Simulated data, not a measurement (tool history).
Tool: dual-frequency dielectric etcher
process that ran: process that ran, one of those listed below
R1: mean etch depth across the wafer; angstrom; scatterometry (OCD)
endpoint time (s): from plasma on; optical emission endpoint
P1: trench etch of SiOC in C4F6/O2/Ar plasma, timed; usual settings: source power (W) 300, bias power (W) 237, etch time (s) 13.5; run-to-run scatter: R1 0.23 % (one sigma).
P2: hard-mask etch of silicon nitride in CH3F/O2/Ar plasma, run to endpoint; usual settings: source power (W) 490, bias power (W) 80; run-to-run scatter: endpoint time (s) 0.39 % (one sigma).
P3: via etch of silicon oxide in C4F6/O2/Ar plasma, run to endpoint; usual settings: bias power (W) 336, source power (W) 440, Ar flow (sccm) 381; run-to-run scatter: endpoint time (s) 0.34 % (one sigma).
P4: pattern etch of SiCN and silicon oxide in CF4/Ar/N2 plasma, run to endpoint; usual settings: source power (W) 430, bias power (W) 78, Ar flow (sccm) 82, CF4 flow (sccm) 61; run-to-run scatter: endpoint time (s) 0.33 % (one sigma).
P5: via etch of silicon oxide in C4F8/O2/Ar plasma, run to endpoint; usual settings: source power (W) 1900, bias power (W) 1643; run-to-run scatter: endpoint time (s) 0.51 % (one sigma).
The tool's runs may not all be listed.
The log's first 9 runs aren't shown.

Run 10, hour 64.1: process that ran P2, source power (W) 290, bias power (W) 80. Result: endpoint time (s) 45.168.
Run 11, hour 69.0: process that ran P3, source power (W) 620, bias power (W) 336, Ar flow (sccm) 381. Result: endpoint time (s) 26.914.
Run 12, hour 77.1: process that ran P1, source power (W) 300, bias power (W) 199, etch time (s) 7.5. Result: R1 140.55 angstrom.
Run 13, hour 84.2: process that ran P3, source power (W) 440, bias power (W) 336, Ar flow (sccm) 289. Result: endpoint time (s) 29.683.
Run 14, hour 90.2: process that ran P1, source power (W) 380, bias power (W) 237, etch time (s) 17.0. Result: R1 368.38 angstrom.
Run 15, hour 97.3: process that ran P4, source power (W) 250, bias power (W) 78, Ar flow (sccm) 82, CF4 flow (sccm) 61. Result: endpoint time (s) 21.440.
At hour 99.2: source power generator calibrated.
Run 16, hour 105.5: process that ran P1, source power (W) 300, bias power (W) 237, etch time (s) 7.5. Result: R1 148.58 angstrom.
Run 17, hour 112.1: process that ran P5, source power (W) 1900, bias power (W) 1643. Result: endpoint time (s) 445.050.
Run 18, hour 116.0: process that ran P3, source power (W) 440, bias power (W) 336, Ar flow (sccm) 381. Result: endpoint time (s) 30.691.
Run 19, hour 121.6: process that ran P2, source power (W) 490, bias power (W) 80. Result: endpoint time (s) 37.036.
Run 20, hour 130.2: process that ran P2, source power (W) 490, bias power (W) 54. Result: endpoint time (s) 42.269.
Run 21, hour 134.3: process that ran P1, source power (W) 180, bias power (W) 237, etch time (s) 13.5. Result: R1 221.14 angstrom.
Run 22, hour 142.7: process that ran P1, source power (W) 300, bias power (W) 237, etch time (s) 13.5. Result: R1 268.62 angstrom.
Run 23, hour 148.3: process that ran P1, source power (W) 300, bias power (W) 237, etch time (s) 18.0. Result: R1 357.77 angstrom.
Run 24, hour 155.2: process that ran P5, source power (W) 1330, bias power (W) 1643. Result: endpoint time (s) 520.510.
Run 25, hour 162.8: process that ran P4, source power (W) 430, bias power (W) 78, Ar flow (sccm) 82, CF4 flow (sccm) 44. Result: endpoint time (s) 13.893.
Run 26, hour 167.9: process that ran P4, source power (W) 430, bias power (W) 78, Ar flow (sccm) 61, CF4 flow (sccm) 61. Result: endpoint time (s) 12.788.
Run 27, hour 176.1: process that ran P1, source power (W) 300, bias power (W) 237, etch time (s) 13.5. Result: R1 267.95 angstrom.
Run 28, hour 180.3: process that ran P4, source power (W) 430, bias power (W) 47, Ar flow (sccm) 82, CF4 flow (sccm) 61. Result: endpoint time (s) 15.613.
Run 29, hour 184.2: process that ran P3, source power (W) 440, bias power (W) 206, Ar flow (sccm) 381. Result: endpoint time (s) 36.313.
Run 30, hour 188.2: process that ran P1, source power (W) 300, bias power (W) 237, etch time (s) 13.5. Result: R1 266.83 angstrom.
Run 31, hour 195.2: process that ran P1, source power (W) 300, bias power (W) 237, etch time (s) 13.5. Result: R1 267.51 angstrom.
Run 32, hour 203.9: process that ran P1, source power (W) 300, bias power (W) 237, etch time (s) 13.5. Result: R1 269.99 angstrom.

Run 33 comes next. What will it give?
Run 33, hour 211.8: process that ran P1, source power (W) 300, bias power (W) 237, etch time (s) 13.5. Result: R1 ?.

{"run 33": {"R1": 270.94}}
